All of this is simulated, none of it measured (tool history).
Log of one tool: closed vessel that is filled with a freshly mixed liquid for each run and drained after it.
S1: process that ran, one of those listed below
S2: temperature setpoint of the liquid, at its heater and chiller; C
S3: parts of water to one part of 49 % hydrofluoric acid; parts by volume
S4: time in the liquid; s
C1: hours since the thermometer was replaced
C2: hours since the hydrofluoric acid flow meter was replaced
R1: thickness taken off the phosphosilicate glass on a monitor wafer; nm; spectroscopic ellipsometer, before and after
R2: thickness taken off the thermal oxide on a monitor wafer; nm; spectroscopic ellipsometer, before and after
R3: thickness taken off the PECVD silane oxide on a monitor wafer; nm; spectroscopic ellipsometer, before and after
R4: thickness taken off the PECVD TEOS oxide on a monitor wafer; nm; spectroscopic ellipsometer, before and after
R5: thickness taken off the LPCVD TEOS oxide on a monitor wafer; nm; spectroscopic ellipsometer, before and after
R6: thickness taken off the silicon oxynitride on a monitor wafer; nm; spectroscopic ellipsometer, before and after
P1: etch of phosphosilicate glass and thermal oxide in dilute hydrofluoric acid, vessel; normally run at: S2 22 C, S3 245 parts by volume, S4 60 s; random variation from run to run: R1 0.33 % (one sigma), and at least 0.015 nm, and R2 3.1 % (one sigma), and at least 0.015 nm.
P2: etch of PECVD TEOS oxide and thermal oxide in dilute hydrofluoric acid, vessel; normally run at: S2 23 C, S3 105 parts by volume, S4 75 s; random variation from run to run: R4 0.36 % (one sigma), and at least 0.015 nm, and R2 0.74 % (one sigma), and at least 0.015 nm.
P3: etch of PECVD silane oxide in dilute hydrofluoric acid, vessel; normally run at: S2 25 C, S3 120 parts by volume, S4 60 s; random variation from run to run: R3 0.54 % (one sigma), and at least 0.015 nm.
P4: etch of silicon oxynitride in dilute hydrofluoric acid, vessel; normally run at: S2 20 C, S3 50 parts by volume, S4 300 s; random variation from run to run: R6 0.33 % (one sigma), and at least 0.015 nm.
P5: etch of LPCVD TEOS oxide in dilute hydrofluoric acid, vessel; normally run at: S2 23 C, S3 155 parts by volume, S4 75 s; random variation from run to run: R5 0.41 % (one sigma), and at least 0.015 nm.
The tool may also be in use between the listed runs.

{"run": 1, "hour": 14.2, "S1": "P1", "S2": 22, "S3": 245, "S4": 60, "C1": 730.2, "C2": 179.8, "R1": 15.38, "R2": 0.86092}
{"run": 2, "hour": 26.3, "S1": "P3", "S2": 20, "S3": 120, "S4": 60, "C1": 742.3, "C2": 191.9, "R3": 17.534}
{"run": 3, "hour": 38.9, "S1": "P1", "S2": 22, "S3": 245, "S4": 30, "C1": 754.9, "C2": 204.5, "R1": 7.6357, "R2": 0.47783}
{"run": 4, "hour": 54.3, "S1": "P1", "S2": 22, "S3": 50, "S4": 60, "C1": 770.3, "C2": 219.9, "R1": 93.023, "R2": 5.0583}
{"run": 5, "hour": 66.5, "S1": "P1", "S2": 22, "S3": 245, "S4": 60, "C1": 782.5, "C2": 232.1, "R1": 15.345, "R2": 0.84646}
{"run": 6, "hour": 79.1, "S1": "P2", "S2": 23, "S3": 105, "S4": 30, "C1": 795.1, "C2": 244.7, "R2": 1.354, "R4": 6.5224}
{"run": 7, "hour": 88.6, "S1": "P5", "S2": 17, "S3": 155, "S4": 75, "C1": 804.6, "C2": 254.2, "R5": 10.005}
{"run": 8, "hour": 98.3, "S1": "P1", "S2": 22, "S3": 245, "S4": 60, "C1": 814.3, "C2": 263.9, "R1": 15.432, "R2": 0.88283}
{"run": 9, "hour": 107.1, "S1": "P5", "S2": 23, "S3": 155, "S4": 75, "C1": 823.1, "C2": 272.7, "R5": 12.672}
{"run": 10, "hour": 117.3, "S1": "P1", "S2": 17, "S3": 245, "S4": 60, "C1": 833.3, "C2": 282.9, "R1": 12.65, "R2": 0.68979}
{"run": 11, "hour": 125.9, "S1": "P5", "S2": 23, "S3": 155, "S4": 75, "C1": 841.9, "C2": 291.5, "R5": 12.649}
{"run": 12, "hour": 134.3, "S1": "P1", "S2": 22, "S3": 245, "S4": 95, "C1": 850.3, "C2": 299.9, "R1": 24.156, "R2": 1.3609}
{"run": 13, "hour": 143.9, "S1": "P1", "S2": 22, "S3": 245, "S4": 60, "C1": 859.9, "C2": 309.5, "R1": 15.37, "R2": 0.87637}
{"run": 14, "hour": 154.0, "S1": "P1", "S2": 17, "S3": 245, "S4": 30, "C1": 870, "C2": 319.6, "R1": 6.3733, "R2": 0.32792}
{"run": 15, "hour": 166.6, "S1": "P5", "S2": 23, "S3": 245, "S4": 75, "C1": 882.6, "C2": 332.2, "R5": 7.3384}
{"run": 16, "hour": 182.0, "S1": "P4", "S2": 20, "S3": 20, "S4": 300, "C1": 898, "C2": 347.6, "R6": 21.488}
{"run": 17, "hour": 191.3, "S1": "P2", "S2": 23, "S3": 105, "S4": 75, "C1": 907.3, "C2": 356.9, "R2": 3.3434, "R4": 16.141}
{"run": 18, "hour": 200.4, "S1": "P3", "S2": 25, "S3": 120, "S4": 60, "C1": 916.4, "C2": 366, "R3": 21.295}
{"run": 19, "hour": 211.0, "S1": "P4", "S2": 20, "S3": 50, "S4": 300, "C1": 927, "C2": 376.6, "R6": 8.4703}
{"run": 20, "hour": 224.7, "S1": "P1", "S2": 22, "S3": 245, "S4": 60, "C1": 940.7, "C2": 390.3, "R1": 15.36, "R2": 0.81602}
{"run": 21, "hour": 236.8, "S1": "P4", "S2": 20, "S3": 50, "S4": 300, "C1": 952.8, "C2": 402.4, "R6": 8.5194}
{"run": 22, "hour": 252.2, "S1": "P3", "S2": 25, "S3": 205, "S4": 60, "C1": 968.2, "C2": 417.8, "R3": 11.411}
{"run": 23, "hour": 266.8, "S1": "P5", "S2": 23, "S3": 155, "S4": 30, "C1": 982.8, "C2": 432.4, "R5": 5.082}
{"run": 24, "hour": 282.1, "S1": "P1", "S2": 22, "S3": 85, "S4": 30, "C1": 998.1, "C2": 447.7, "R1": 26.167, "R2": 1.4183}
{"hour": 298.1, "done": "thermometer replaced"}
{"run": 25, "hour": 299.0, "S1": "P1", "S2": 22, "S3": 410, "S4": 60, "C1": 1, "C2": 464.6, "R1": 7.8999, "R2": 0.44518}
{"run": 26, "hour": 311.7, "S1": "P2", "S2": 23, "S3": 170, "S4": 75, "C1": 13.7, "C2": 477.3, "R2": 1.925, "R4": 9.2839}
{"run": 27, "hour": 325.1, "S1": "P2", "S2": 28, "S3": 105, "S4": 75, "C1": 27.1, "C2": 490.7, "R2": 4.0675, "R4": 19.598}
{"run": 28, "hour": 332.9, "S1": "P3", "S2": 25, "S3": 120, "S4": 60, "C1": 34.9, "C2": 498.5, "R3": 21.448}
{"run": 29, "hour": 341.6, "S1": "P1", "S2": 29.5, "S3": 245, "S4": 60, "C1": 43.6, "C2": 507.2, "R1": 19.992, "R2": 1.0974}
{"run": 30, "hour": 356.7, "S1": "P4", "S2": 20, "S3": 50, "S4": 50, "C1": 58.7, "C2": 522.3, "R6": 1.4096}
{"run": 31, "hour": 371.2, "S1": "P1", "S2": 17.5, "S3": 245, "S4": 90, "C1": 73.2, "C2": 536.8, "R1": 19.301, "R2": 1.061}
{"run": 32, "hour": 384.5, "S1": "P4", "S2": 26, "S3": 50, "S4": 300, "C1": 86.5, "C2": 550.1, "R6": 11.429}
{"run": 33, "hour": 395.8, "S1": "P3", "S2": 25, "S3": 120, "S4": 110, "C1": 97.8, "C2": 561.4, "R3": 39.167}
{"run": 34, "hour": 406.2, "S1": "P1", "S2": 22, "S3": 245, "S4": 60, "C1": 108.2, "C2": 571.8, "R1": 15.313, "R2": 0.86012}
{"run": 35, "hour": 422.6, "S1": "P1", "S2": 22, "S3": 245, "S4": 60, "C1": 124.6, "C2": 588.2, "R1": 14.982, "R2": 0.84661}
{"run": 36, "hour": 430.4, "S1": "P1", "S2": 22, "S3": 245, "S4": 60, "C1": 132.4, "C2": 596, "R1": 14.749, "R2": 0.80451}
{"run": 37, "hour": 439.6, "S1": "P1", "S2": 22, "S3": 245, "S4": 60, "C1": 141.6, "C2": 605.2, "R1": 14.61, "R2": 0.83757}
{"run": 38, "hour": 448.4, "S1": "P1", "S2": 22, "S3": 245, "S4": 60, "C1": 150.4, "C2": 614, "R1": 14.521, "R2": 0.8147}
{"run": 39, "hour": 456.5, "S1": "P1", "S2": 22, "S3": 245, "S4": 60, "C1": 158.5, "C2": 622.1, "R1": 14.454, "R2": 0.80042}
{"run": 40, "hour": 472.5, "S1": "P1", "S2": 22, "S3": 245, "S4": 60, "C1": 174.5, "C2": 638.1, "R1": 14.308, "R2": 0.84617}
{"run": 41, "hour": 485.5, "S1": "P1", "S2": 22, "S3": 245, "S4": 60, "C1": 187.5, "C2": 651.1, "R1": 14.348, "R2": 0.81646}
{"run": 42, "hour": 492.9, "S1": "P1", "S2": 22, "S3": 245, "S4": 60, "C1": 194.9, "C2": 658.5, "R1": 14.289, "R2": 0.78212}
{"run": 43, "hour": 508.3, "S1": "P1", "S2": 22, "S3": 245, "S4": 60, "C1": 210.3, "C2": 673.9, "R1": 14.36, "R2": 0.82109}
{"run": 44, "hour": 522.6, "S1": "P1", "S2": 22, "S3": 245, "S4": 60, "C1": 224.6, "C2": 688.2, "R1": 14.358, "R2": 0.80036}
{"run": 45, "hour": 535.1, "S1": "P1", "S2": 22, "S3": 245, "S4": 60, "C1": 237.1, "C2": 700.7, "R1": 14.212, "R2": 0.79279}

What P1 gives has crept away from where it was. These 2 causes fit the log equally well, each at the size given:
A: hydrofluoric acid flow below the setpoint (%) = 5.64
B: liquid colder than its thermometer reads (K) = 1.95
The creep began at about hour 406.2.

4 check runs are offered, one wafer each, their results left as question marks. Which one tells the causes apart?
{"run": "check 1", "hour": 547.6, "S1": "P4", "S2": 24.5, "S3": 50, "S4": 300, "R6": "?"}
{"run": "check 2", "hour": 547.6, "S1": "P2", "S2": 27, "S3": 155, "S4": 75, "R2": "?", "R4": "?"}
{"run": "check 3", "hour": 547.6, "S1": "P5", "S2": 17, "S3": 225, "S4": 75, "R5": "?"}
{"run": "check 4", "hour": 547.6, "S1": "P3", "S2": 25, "S3": 160, "S4": 105, "R3": "?"}

What each check would give under each cause:
check=check_1 result=R6 if_A=10.021 if_B=9.6768
check=check_2 result=R2 if_A=2.3138 if_B=2.3057
check=check_2 result=R4 if_A=11.226 if_B=11.186
check=check_3 result=R5 if_A=6.0356 if_B=5.9899
check=check_4 result=R3 if_A=24.979 if_B=24.855
How far apart the two closest causes lie, in the result that separates them most: check 1 3.49 %; check 2 0.35 %; check 3 0.76 %; check 4 0.5 %
Check 1 tells the causes apart: in the others they would give nearly the same result.

Then check 1 was run and gave: R6 9.9807 nm. Which cause is it?

It is A: hydrofluoric acid flow below the setpoint (%).
